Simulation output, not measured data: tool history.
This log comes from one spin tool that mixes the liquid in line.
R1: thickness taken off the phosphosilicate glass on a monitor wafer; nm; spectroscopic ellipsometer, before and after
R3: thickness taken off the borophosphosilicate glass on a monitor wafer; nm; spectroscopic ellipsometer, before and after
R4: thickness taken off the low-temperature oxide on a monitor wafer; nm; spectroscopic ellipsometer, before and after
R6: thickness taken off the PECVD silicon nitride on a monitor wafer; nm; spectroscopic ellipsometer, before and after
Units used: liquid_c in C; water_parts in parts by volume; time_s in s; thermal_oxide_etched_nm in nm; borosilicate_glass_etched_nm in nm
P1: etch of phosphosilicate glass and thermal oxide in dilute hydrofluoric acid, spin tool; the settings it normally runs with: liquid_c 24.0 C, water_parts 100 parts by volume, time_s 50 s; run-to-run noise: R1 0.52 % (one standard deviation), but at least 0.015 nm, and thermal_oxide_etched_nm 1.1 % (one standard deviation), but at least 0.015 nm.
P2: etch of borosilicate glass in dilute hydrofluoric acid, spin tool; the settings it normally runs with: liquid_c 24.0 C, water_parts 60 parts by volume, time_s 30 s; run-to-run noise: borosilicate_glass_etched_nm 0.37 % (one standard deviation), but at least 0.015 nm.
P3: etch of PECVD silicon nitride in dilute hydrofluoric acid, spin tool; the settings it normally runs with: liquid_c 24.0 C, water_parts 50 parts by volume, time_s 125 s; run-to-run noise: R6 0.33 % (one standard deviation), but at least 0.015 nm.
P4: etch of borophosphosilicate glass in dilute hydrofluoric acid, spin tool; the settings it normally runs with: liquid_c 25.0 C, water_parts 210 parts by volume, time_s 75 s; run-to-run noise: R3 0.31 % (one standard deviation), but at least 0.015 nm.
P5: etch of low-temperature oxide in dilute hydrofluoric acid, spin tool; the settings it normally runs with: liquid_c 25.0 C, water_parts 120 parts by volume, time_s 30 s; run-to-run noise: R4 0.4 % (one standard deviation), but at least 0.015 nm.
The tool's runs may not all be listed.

{"run": 1, "day": 0.229, "process": "P1", "liquid_c": 24.0, "water_parts": 100, "time_s": 50, "R1": 55.544, "thermal_oxide_etched_nm": 2.3847}
{"run": 2, "day": 0.462, "process": "P1", "liquid_c": 24.0, "water_parts": 100, "time_s": 50, "R1": 55.237, "thermal_oxide_etched_nm": 2.4421}
{"run": 3, "day": 0.696, "process": "P1", "liquid_c": 24.0, "water_parts": 100, "time_s": 15, "R1": 16.583, "thermal_oxide_etched_nm": 0.73796}
{"run": 4, "day": 1.033, "process": "P1", "liquid_c": 17.0, "water_parts": 100, "time_s": 50, "R1": 41.857, "thermal_oxide_etched_nm": 1.8335}
{"run": 5, "day": 1.246, "process": "P4", "liquid_c": 25.0, "water_parts": 210, "time_s": 75, "R3": 26.833}
{"run": 6, "day": 1.571, "process": "P1", "liquid_c": 24.0, "water_parts": 100, "time_s": 50, "R1": 55.459, "thermal_oxide_etched_nm": 2.4268}
{"run": 7, "day": 1.888, "process": "P5", "liquid_c": 20.0, "water_parts": 120, "time_s": 30, "R4": 7.1703}
{"run": 8, "day": 2.121, "process": "P1", "liquid_c": 24.0, "water_parts": 100, "time_s": 50, "R1": 55.001, "thermal_oxide_etched_nm": 2.3471}
{"run": 9, "day": 2.396, "process": "P2", "liquid_c": 24.0, "water_parts": 60, "time_s": 60, "borosilicate_glass_etched_nm": 30.765}
{"run": 10, "day": 2.754, "process": "P2", "liquid_c": 24.0, "water_parts": 90, "time_s": 30, "borosilicate_glass_etched_nm": 9.9392}
{"run": 11, "day": 2.921, "process": "P1", "liquid_c": 24.0, "water_parts": 100, "time_s": 50, "R1": 55.34, "thermal_oxide_etched_nm": 2.4085}
{"run": 12, "day": 3.196, "process": "P4", "liquid_c": 25.0, "water_parts": 210, "time_s": 75, "R3": 26.778}
{"run": 13, "day": 3.538, "process": "P2", "liquid_c": 24.0, "water_parts": 60, "time_s": 30, "borosilicate_glass_etched_nm": 15.422}
{"run": 14, "day": 3.758, "process": "P3", "liquid_c": 24.0, "water_parts": 50, "time_s": 125, "R6": 9.6825}
{"run": 15, "day": 3.95, "process": "P1", "liquid_c": 24.0, "water_parts": 100, "time_s": 80, "R1": 88.26, "thermal_oxide_etched_nm": 3.8725}
{"run": 16, "day": 4.279, "process": "P1", "liquid_c": 24.0, "water_parts": 100, "time_s": 50, "R1": 55.334, "thermal_oxide_etched_nm": 2.4239}
{"run": 17, "day": 4.521, "process": "P2", "liquid_c": 17.0, "water_parts": 60, "time_s": 30, "borosilicate_glass_etched_nm": 11.537}
{"run": 18, "day": 4.833, "process": "P1", "liquid_c": 24.0, "water_parts": 35, "time_s": 50, "R1": 170.28, "thermal_oxide_etched_nm": 7.4644}
{"run": 19, "day": 5.167, "process": "P4", "liquid_c": 25.0, "water_parts": 70, "time_s": 75, "R3": 94.729}
{"run": 20, "day": 5.529, "process": "P5", "liquid_c": 25.0, "water_parts": 120, "time_s": 60, "R4": 17.62}
{"run": 21, "day": 5.833, "process": "P1", "liquid_c": 24.0, "water_parts": 65, "time_s": 85, "R1": 150.65, "thermal_oxide_etched_nm": 6.6203}
{"run": 22, "day": 6.188, "process": "P4", "liquid_c": 17.0, "water_parts": 210, "time_s": 75, "R3": 19.798}
{"run": 23, "day": 6.496, "process": "P4", "liquid_c": 25.0, "water_parts": 210, "time_s": 15, "R3": 5.3389}
{"run": 24, "day": 6.725, "process": "P5", "liquid_c": 25.0, "water_parts": 215, "time_s": 30, "R4": 4.3952}
{"run": 25, "day": 6.996, "process": "P1", "liquid_c": 24.0, "water_parts": 65, "time_s": 85, "R1": 150.19, "thermal_oxide_etched_nm": 6.5058}
{"run": 26, "day": 7.225, "process": "P1", "liquid_c": 24.0, "water_parts": 170, "time_s": 50, "R1": 30.161, "thermal_oxide_etched_nm": 1.3091}
{"run": 27, "day": 7.5, "process": "P1", "liquid_c": 24.0, "water_parts": 100, "time_s": 50, "R1": 55.546, "thermal_oxide_etched_nm": 2.4015}
{"run": 28, "day": 7.817, "process": "P5", "liquid_c": 25.0, "water_parts": 120, "time_s": 30, "R4": 8.8152}
{"run": 29, "day": 8.096, "process": "P3", "liquid_c": 24.0, "water_parts": 50, "time_s": 15, "R6": 1.1615}
{"run": 30, "day": 8.45, "process": "P3", "liquid_c": 18.5, "water_parts": 50, "time_s": 125, "R6": 6.6178}
{"run": 31, "day": 8.617, "process": "P3", "liquid_c": 24.0, "water_parts": 85, "time_s": 125, "R6": 5.7886}
{"run": 32, "day": 8.862, "process": "P1", "liquid_c": 29.0, "water_parts": 100, "time_s": 50, "R1": 67.092, "thermal_oxide_etched_nm": 2.9653}
{"run": 33, "day": 9.117, "process": "P3", "liquid_c": 24.0, "water_parts": 50, "time_s": 125, "R6": 9.6783}
{"run": 34, "day": 9.329, "process": "P1", "liquid_c": 24.0, "water_parts": 100, "time_s": 50, "R1": 55.138, "thermal_oxide_etched_nm": 2.4096}
{"run": 35, "day": 9.512, "process": "P1", "liquid_c": 24.0, "water_parts": 100, "time_s": 50, "R1": 53.897, "thermal_oxide_etched_nm": 2.3194}
{"run": 36, "day": 9.762, "process": "P1", "liquid_c": 24.0, "water_parts": 100, "time_s": 50, "R1": 52.527, "thermal_oxide_etched_nm": 2.2744}
{"run": 37, "day": 9.967, "process": "P1", "liquid_c": 24.0, "water_parts": 100, "time_s": 50, "R1": 52.193, "thermal_oxide_etched_nm": 2.3064}
{"run": 38, "day": 10.262, "process": "P1", "liquid_c": 24.0, "water_parts": 100, "time_s": 50, "R1": 51.487, "thermal_oxide_etched_nm": 2.2565}
{"run": 39, "day": 10.438, "process": "P1", "liquid_c": 24.0, "water_parts": 100, "time_s": 50, "R1": 51.284, "thermal_oxide_etched_nm": 2.2221}
{"run": 40, "day": 10.704, "process": "P1", "liquid_c": 24.0, "water_parts": 100, "time_s": 50, "R1": 51.02, "thermal_oxide_etched_nm": 2.2206}
{"run": 41, "day": 10.996, "process": "P1", "liquid_c": 24.0, "water_parts": 100, "time_s": 50, "R1": 50.941, "thermal_oxide_etched_nm": 2.2542}

What P1 gives has crept off from where it sat before. The 2 causes that follow fit the log equally well, each at the size noted:
A: liquid colder than its thermometer reads (K) = 2.08
B: hydrofluoric acid flow below the setpoint (%) = 7.09
The drift started at roughly day 9.329.

Below are 4 check runs, each on a single wafer, with their results shown as question marks. Which of them would tell the listed causes apart, meaning the causes would give clearly different results under it?
{"run": "check 1", "day": 11.288, "process": "P4", "liquid_c": 17.0, "water_parts": 210, "time_s": 35, "R3": "?"}
{"run": "check 2", "day": 11.288, "process": "P3", "liquid_c": 24.0, "water_parts": 80, "time_s": 50, "R6": "?"}
{"run": "check 3", "day": 11.288, "process": "P2", "liquid_c": 24.0, "water_parts": 85, "time_s": 60, "borosilicate_glass_etched_nm": "?"}
{"run": "check 4", "day": 11.288, "process": "P5", "liquid_c": 22.0, "water_parts": 120, "time_s": 45, "R4": "?"}

Outcome of each check run for each possible cause:
check=check_1 result=R3 if_A=8.4710 if_B=8.4328
check=check_2 result=R6 if_A=2.1259 if_B=2.2733
check=check_3 result=borosilicate_glass_etched_nm if_A=19.3940 if_B=19.4400
check=check_4 result=R4 if_A=10.8280 if_B=10.8240
Gap, in per cent, between the two causes that each check separates least, read from the result that separates them most: check 1 0.45 %; check 2 6.7 %; check 3 0.24 %; check 4 0.03 %
Only check 2 tells the causes apart: in the others they would give nearly the same result.

Check 2 was carried out, with these results: R6 2.1216 nm. Which of the listed causes is responsible?

It is A: liquid colder than its thermometer reads (K).
